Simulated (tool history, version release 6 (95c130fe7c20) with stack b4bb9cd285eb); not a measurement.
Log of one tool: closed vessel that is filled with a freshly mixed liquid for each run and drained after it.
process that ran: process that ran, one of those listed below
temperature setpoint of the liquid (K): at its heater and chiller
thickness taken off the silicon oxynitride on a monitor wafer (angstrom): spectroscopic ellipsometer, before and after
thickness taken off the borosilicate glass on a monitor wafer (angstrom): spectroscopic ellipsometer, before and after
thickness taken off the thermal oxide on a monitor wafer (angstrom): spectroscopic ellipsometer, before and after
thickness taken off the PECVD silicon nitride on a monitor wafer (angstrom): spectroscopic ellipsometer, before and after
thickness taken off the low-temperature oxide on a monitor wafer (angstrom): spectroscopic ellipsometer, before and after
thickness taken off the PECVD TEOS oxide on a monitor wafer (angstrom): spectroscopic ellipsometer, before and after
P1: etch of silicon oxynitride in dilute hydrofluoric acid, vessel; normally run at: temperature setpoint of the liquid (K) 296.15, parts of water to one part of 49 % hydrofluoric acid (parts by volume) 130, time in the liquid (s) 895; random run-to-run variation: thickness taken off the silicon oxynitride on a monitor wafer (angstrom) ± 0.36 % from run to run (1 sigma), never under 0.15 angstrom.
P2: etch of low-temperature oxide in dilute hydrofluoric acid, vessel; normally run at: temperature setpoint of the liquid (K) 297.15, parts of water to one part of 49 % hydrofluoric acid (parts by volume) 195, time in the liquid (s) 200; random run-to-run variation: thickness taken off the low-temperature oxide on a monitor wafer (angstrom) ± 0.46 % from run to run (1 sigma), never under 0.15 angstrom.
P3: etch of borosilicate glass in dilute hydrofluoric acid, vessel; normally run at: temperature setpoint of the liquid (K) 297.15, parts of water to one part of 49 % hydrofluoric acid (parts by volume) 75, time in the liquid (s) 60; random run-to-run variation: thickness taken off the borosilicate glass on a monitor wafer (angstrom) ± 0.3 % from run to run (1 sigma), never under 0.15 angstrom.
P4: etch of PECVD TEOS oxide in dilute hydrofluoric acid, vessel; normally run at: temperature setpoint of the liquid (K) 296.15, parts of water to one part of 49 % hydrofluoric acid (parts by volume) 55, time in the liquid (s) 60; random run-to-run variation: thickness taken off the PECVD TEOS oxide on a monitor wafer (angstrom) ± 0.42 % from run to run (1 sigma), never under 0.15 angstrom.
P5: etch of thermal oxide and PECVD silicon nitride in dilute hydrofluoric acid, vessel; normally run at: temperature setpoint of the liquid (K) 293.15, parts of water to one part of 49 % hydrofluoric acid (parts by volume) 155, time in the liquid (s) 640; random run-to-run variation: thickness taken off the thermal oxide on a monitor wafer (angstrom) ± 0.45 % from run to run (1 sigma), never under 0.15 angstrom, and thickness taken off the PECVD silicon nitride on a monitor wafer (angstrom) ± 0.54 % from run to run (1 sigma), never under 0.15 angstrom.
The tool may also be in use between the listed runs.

run,day,process that ran,temperature setpoint of the liquid (K),parts of water to one part of 49 % hydrofluoric acid (parts by volume),time in the liquid (s),hours since the thermometer was replaced,hours since the hydrofluoric acid flow meter was replaced,thickness taken off the silicon oxynitride on a monitor wafer (angstrom),thickness taken off the borosilicate glass on a monitor wafer (angstrom),thickness taken off the thermal oxide on a monitor wafer (angstrom),thickness taken off the PECVD silicon nitride on a monitor wafer (angstrom),thickness taken off the low-temperature oxide on a monitor wafer (angstrom),thickness taken off the PECVD TEOS oxide on a monitor wafer (angstrom)
1,0.362,P1,296.15,130,895,1035.9,68.5,253.510,,,,,
2,0.638,P1,296.15,75,895,1042.5,75.1,461.100,,,,,
3,0.983,P3,304.15,75,60,1050.8,83.4,,261.880,,,,
4,1.188,P5,290.15,155,640,1055.7,88.3,,,142.270,72.099,,
5,1.442,P1,290.15,130,895,1061.8,94.4,189.090,,,,,
6,1.775,P3,297.15,20,60,1069.8,102.4,,799.680,,,,
7,2.012,P1,290.15,195,895,1075.5,108.1,121.040,,,,,
8,2.275,P3,297.15,75,60,1081.8,114.4,,198.480,,,,
9,2.571,P2,297.15,45,200,1088.9,121.5,,,,,954.060,
10,2.879,P3,297.15,75,30,1096.3,128.9,,98.761,,,,
11,3.183,P1,301.15,130,895,1103.6,136.2,318.370,,,,,
12,3.404,P4,290.15,55,60,1108.9,141.5,,,,,,96.897
13,3.654,P4,296.15,55,60,1114.9,147.5,,,,,,124.740
14,3.892,P5,293.15,285,640,1120.6,153.2,,,77.826,48.571,,
15,4.254,P2,290.15,195,200,1129.3,161.9,,,,,141.270,
16,4.529,P1,296.15,215,895,1135.9,168.5,143.850,,,,,
17,4.700,P1,290.15,130,1420,1140.0,172.6,300.680,,,,,
18,4.875,P5,293.15,155,1230,1144.2,176.8,,,310.620,169.080,,
19,5.067,P4,296.15,55,60,1148.8,181.4,,,,,,125.480
20,5.250,P1,296.15,130,45,1153.2,185.8,12.521,,,,,
21,5.462,P2,297.15,195,200,1158.3,190.9,,,,,184.790,
22,5.712,P1,296.15,130,895,1164.3,196.9,254.150,,,,,
23,5.879,P1,296.15,130,1595,1168.3,200.9,451.800,,,,,
# day 5.962: thermometer replaced
24,6.042,P4,296.15,100,60,2.0,204.8,,,,,,64.970
25,6.321,P5,293.15,155,640,8.7,211.5,,,162.290,88.181,,
26,6.512,P1,296.15,130,895,13.3,216.1,253.960,,,,,
27,6.842,P1,296.15,130,895,21.2,224.0,254.720,,,,,
28,7.121,P1,296.15,130,895,27.9,230.7,252.650,,,,,
29,7.462,P2,297.15,195,30,36.1,238.9,,,,,27.742,
30,7.729,P5,293.15,155,640,42.5,245.3,,,162.930,88.272,,
31,7.896,P4,296.15,55,85,46.5,249.3,,,,,,177.610
32,8.242,P1,290.15,130,40,54.8,257.6,8.331,,,,,
33,8.571,P2,297.15,195,200,62.7,265.5,,,,,184.980,
34,8.896,P3,297.15,75,60,70.5,273.3,,199.430,,,,
35,9.067,P1,296.15,130,895,74.6,277.4,254.520,,,,,
36,9.396,P1,296.15,130,895,82.5,285.3,254.010,,,,,
37,9.571,P1,296.15,130,895,86.7,289.5,248.580,,,,,
38,9.917,P1,296.15,130,895,95.0,297.8,243.220,,,,,
39,10.142,P1,296.15,130,895,100.4,303.2,241.790,,,,,
40,10.371,P1,296.15,130,895,105.9,308.7,238.940,,,,,
41,10.671,P1,296.15,130,895,113.1,315.9,239.090,,,,,
42,10.871,P1,296.15,130,895,117.9,320.7,237.780,,,,,
43,11.129,P1,296.15,130,895,124.1,326.9,237.230,,,,,

P1 has crept away from where it was. The log is fitted equally well by each of these 2 causes, at the sizes shown:
A: hydrofluoric acid flow below the setpoint (%) = 5.75
B: liquid colder than its thermometer reads (K) = 1.39
The gradual shift began around day 9.396.

Below are 4 check runs, each averaged over 2 wafers, with their results shown as question marks. Which of them would give clearly different results depending on which cause is behind the drift?
check 1,11.388,P3,297.15,40,30,,,,?,,,,
check 2,11.388,P2,292.65,80,200,,,,,,,?,
check 3,11.388,P4,290.15,55,80,,,,,,,,?
check 4,11.388,P5,293.15,280,640,,,,,?,?,,

What every check run would give for each of its results, assuming each possible cause in turn:
check,result,if A,if B
check 1,thickness taken off the borosilicate glass on a monitor wafer (angstrom),183.180,184.000
check 2,thickness taken off the low-temperature oxide on a monitor wafer (angstrom),400.620,403.150
check 3,thickness taken off the PECVD TEOS oxide on a monitor wafer (angstrom),121.810,122.110
check 4,thickness taken off the thermal oxide on a monitor wafer (angstrom),73.369,75.067
check 4,thickness taken off the PECVD silicon nitride on a monitor wafer (angstrom),46.916,45.429
Per-check spread between the two closest causes, in the result where they differ most: check 1 0.45 %; check 2 0.63 %; check 3 0.24 %; check 4 3.22 %
Check 4 distinguishes between the causes, while the remaining checks would return nearly the same result for all of them.

Check 4 was carried out, with these results: thickness taken off the thermal oxide on a monitor wafer (angstrom) 73.416; thickness taken off the PECVD silicon nitride on a monitor wafer (angstrom) 46.697. Which of the listed causes is responsible?

It is A: hydrofluoric acid flow below the setpoint (%).
